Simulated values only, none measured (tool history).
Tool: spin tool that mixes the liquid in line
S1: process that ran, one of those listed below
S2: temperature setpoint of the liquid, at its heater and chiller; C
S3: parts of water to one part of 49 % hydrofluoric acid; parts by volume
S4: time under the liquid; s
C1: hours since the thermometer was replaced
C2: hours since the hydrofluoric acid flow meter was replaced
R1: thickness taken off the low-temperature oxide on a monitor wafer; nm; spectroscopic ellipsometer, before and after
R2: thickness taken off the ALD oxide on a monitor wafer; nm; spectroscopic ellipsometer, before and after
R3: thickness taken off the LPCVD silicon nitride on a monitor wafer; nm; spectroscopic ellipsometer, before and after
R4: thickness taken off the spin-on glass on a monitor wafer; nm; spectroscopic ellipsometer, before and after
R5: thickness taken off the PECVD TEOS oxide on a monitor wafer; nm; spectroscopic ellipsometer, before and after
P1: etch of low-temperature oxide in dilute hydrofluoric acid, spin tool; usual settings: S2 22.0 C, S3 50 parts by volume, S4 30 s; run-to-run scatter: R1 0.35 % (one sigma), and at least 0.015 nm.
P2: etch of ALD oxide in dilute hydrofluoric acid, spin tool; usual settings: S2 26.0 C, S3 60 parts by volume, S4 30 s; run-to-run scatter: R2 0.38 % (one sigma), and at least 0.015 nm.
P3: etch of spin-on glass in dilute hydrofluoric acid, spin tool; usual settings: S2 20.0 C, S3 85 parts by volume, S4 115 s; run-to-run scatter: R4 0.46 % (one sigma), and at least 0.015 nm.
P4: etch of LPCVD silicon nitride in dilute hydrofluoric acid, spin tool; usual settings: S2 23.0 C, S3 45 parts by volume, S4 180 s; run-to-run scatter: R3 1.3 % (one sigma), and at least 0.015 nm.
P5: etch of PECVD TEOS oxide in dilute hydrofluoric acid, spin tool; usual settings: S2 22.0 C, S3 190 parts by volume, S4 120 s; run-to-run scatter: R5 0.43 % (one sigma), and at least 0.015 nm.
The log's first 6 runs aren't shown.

run   hour  S1    S2   S3   S4     C1     C2       R1       R2      R3      R4       R5
  7   52.8  P1  22.0   50   30  159.4  293.1  12.3950
  8   61.8  P3  20.0   35  115  168.4  302.1                            64.390
  9   67.0  P3  25.0   85  115  173.6  307.3                            30.202
 10   74.6  P5  22.0   80  120  181.2  314.9                                    15.6160
 11   81.8  P1  22.0   50   15  188.4  322.1   6.2370
 12   87.5  P2  26.0   60   30  194.1  327.8            9.2373
 13   96.2  P4  23.0   45  360  202.8  336.5                    3.8110
 14  106.2  P2  26.0   20   30  212.8  346.5           29.3580
 15  113.9  P5  18.0  190  120  220.5  354.2                                     4.9483
 16  120.6  P2  26.0   60   30  227.2  360.9            9.2903
 17  126.8  P1  22.0   30   30  233.4  367.1  21.2950
 18  135.2  P4  23.0   45  180  241.8  375.5                    1.8880
 19  145.6  P4  23.0   65  180  252.2  385.9                    1.2874
 20  157.2  P3  20.0   85  215  263.8  397.5                            46.876
 21  163.4  P5  22.0  190  120  270.0  403.7                                     5.8177

The next listed run, before its measurement:
 22  173.0  P5  22.0  190  120  279.6  413.3                   ?

Run 22 gave R5 5.7572 nm.
